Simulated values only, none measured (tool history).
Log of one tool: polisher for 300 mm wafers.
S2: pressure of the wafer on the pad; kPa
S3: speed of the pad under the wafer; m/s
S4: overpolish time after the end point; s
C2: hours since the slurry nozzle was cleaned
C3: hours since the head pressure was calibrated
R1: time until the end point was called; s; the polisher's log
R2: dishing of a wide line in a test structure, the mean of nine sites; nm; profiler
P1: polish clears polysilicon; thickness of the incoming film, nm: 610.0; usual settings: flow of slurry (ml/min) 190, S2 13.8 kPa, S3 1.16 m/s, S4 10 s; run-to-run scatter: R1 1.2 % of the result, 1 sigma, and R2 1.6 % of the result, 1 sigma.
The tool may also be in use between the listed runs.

Run 1, hour 9.5: flow of slurry (ml/min) 190, S2 13.8 kPa, S3 1.16 m/s, S4 10 s; wafers polished on this pad 406; C2 282.7; C3 119.4. Result: R1 56.647 s, R2 44.777 nm.
Run 2, hour 20.1: flow of slurry (ml/min) 190, S2 21.4 kPa, S3 1.16 m/s, S4 10 s; wafers polished on this pad 496; C2 293.3; C3 130. Result: R1 36.17 s, R2 48.697 nm.
At hour 29.1: slurry nozzle cleaned.
Run 3, hour 32.7: flow of slurry (ml/min) 190, S2 13.8 kPa, S3 1.16 m/s, S4 10 s; wafers polished on this pad 601; C2 3.7; C3 142.6. Result: R1 56.877 s, R2 43.538 nm.
Run 4, hour 39.8: flow of slurry (ml/min) 190, S2 13.8 kPa, S3 0.78 m/s, S4 10 s; wafers polished on this pad 661; C2 10.8; C3 149.7. Result: R1 86.145 s, R2 39.315 nm.
Run 5, hour 49.9: flow of slurry (ml/min) 190, S2 13.8 kPa, S3 1.16 m/s, S4 5 s; wafers polished on this pad 746; C2 20.9; C3 159.8. Result: R1 56.819 s, R2 32.219 nm.
Run 6, hour 59.3: flow of slurry (ml/min) 280, S2 13.8 kPa, S3 1.16 m/s, S4 10 s; wafers polished on this pad 825; C2 30.3; C3 169.2. Result: R1 54.62 s, R2 43.932 nm.
Run 7, hour 69.7: flow of slurry (ml/min) 190, S2 13.8 kPa, S3 1.16 m/s, S4 10 s; wafers polished on this pad 913; C2 40.7; C3 179.6. Result: R1 57.008 s, R2 43.635 nm.
Run 8, hour 82.4: flow of slurry (ml/min) 190, S2 13.8 kPa, S3 1.52 m/s, S4 10 s; wafers polished on this pad 1019; C2 53.4; C3 192.3. Result: R1 44.526 s, R2 46.935 nm.
Run 9, hour 95.7: flow of slurry (ml/min) 190, S2 13.8 kPa, S3 1.16 m/s, S4 10 s; wafers polished on this pad 1131; C2 66.7; C3 205.6. Result: R1 57.316 s, R2 42.335 nm.
Run 10, hour 103.1: flow of slurry (ml/min) 190, S2 13.8 kPa, S3 1.58 m/s, S4 18 s; wafers polished on this pad 1193; C2 74.1; C3 213. Result: R1 41.858 s, R2 49.104 nm.
Run 11, hour 111.8: flow of slurry (ml/min) 190, S2 6.2 kPa, S3 1.16 m/s, S4 10 s; wafers polished on this pad 1266; C2 82.8; C3 221.7. Result: R1 126.13 s, R2 31.585 nm.
Run 12, hour 122.4: flow of slurry (ml/min) 190, S2 13.8 kPa, S3 1.16 m/s, S4 20 s; wafers polished on this pad 1356; C2 93.4; C3 232.3. Result: R1 58.61 s, R2 47.818 nm.
Run 13, hour 133.5: flow of slurry (ml/min) 190, S2 13.8 kPa, S3 1.16 m/s, S4 10 s; wafers polished on this pad 1449; C2 104.5; C3 243.4. Result: R1 57.733 s, R2 44.181 nm.
Run 14, hour 144.4: flow of slurry (ml/min) 115, S2 13.8 kPa, S3 1.16 m/s, S4 10 s; wafers polished on this pad 1541; C2 115.4; C3 254.3. Result: R1 63.901 s, R2 43.188 nm.
Run 15, hour 155.4: flow of slurry (ml/min) 190, S2 13.8 kPa, S3 1.16 m/s, S4 10 s; wafers polished on this pad 1633; C2 126.4; C3 265.3. Result: R1 57.842 s, R2 43.234 nm.
Run 16, hour 164.8: flow of slurry (ml/min) 190, S2 13.8 kPa, S3 1.16 m/s, S4 10 s; wafers polished on this pad 1712; C2 135.8; C3 274.7. Result: R1 57.294 s, R2 43.3 nm.
Run 17, hour 179.7: flow of slurry (ml/min) 190, S2 13.8 kPa, S3 1.16 m/s, S4 10 s; wafers polished on this pad 1837; C2 150.7; C3 289.6. Result: R1 60.151 s, R2 43.694 nm.
Run 18, hour 186.9: flow of slurry (ml/min) 190, S2 13.8 kPa, S3 1.16 m/s, S4 10 s; wafers polished on this pad 1898; C2 157.9; C3 296.8. Result: R1 60.961 s, R2 42.835 nm.
Run 19, hour 202: flow of slurry (ml/min) 190, S2 13.8 kPa, S3 1.16 m/s, S4 10 s; wafers polished on this pad 2025; C2 173; C3 311.9. Result: R1 60.79 s, R2 44.224 nm.
Run 20, hour 214.8: flow of slurry (ml/min) 190, S2 13.8 kPa, S3 1.16 m/s, S4 10 s; wafers polished on this pad 2132; C2 185.8; C3 324.7. Result: R1 62.942 s, R2 42.886 nm.
Run 21, hour 225.9: flow of slurry (ml/min) 190, S2 13.8 kPa, S3 1.16 m/s, S4 10 s; wafers polished on this pad 2226; C2 196.9; C3 335.8. Result: R1 61.408 s, R2 43.749 nm.
At hour 238.8: head pressure recalibrated.
Run 22, hour 239.6: flow of slurry (ml/min) 190, S2 13.8 kPa, S3 1.16 m/s, S4 10 s; wafers polished on this pad 2341; C2 210.6; C3 0.9. Result: R1 61.92 s, R2 43.175 nm.
Run 23, hour 252.7: flow of slurry (ml/min) 190, S2 13.8 kPa, S3 1.16 m/s, S4 10 s; wafers polished on this pad 2451; C2 223.7; C3 14. Result: R1 62.31 s, R2 42.925 nm.
Run 24, hour 259.9: flow of slurry (ml/min) 190, S2 13.8 kPa, S3 1.16 m/s, S4 10 s; wafers polished on this pad 2512; C2 230.9; C3 21.2. Result: R1 61.875 s, R2 42.313 nm.

Forecast run 25:
Run 25, hour 269.3: flow of slurry (ml/min) 190, S2 13.8 kPa, S3 1.16 m/s, S4 10 s; wafers polished on this pad 2591; C2 240.3; C3 30.6. Result: R1 ?, R2 ?.

Run 25 gave R1 61.475 s, R2 43.368 nm.
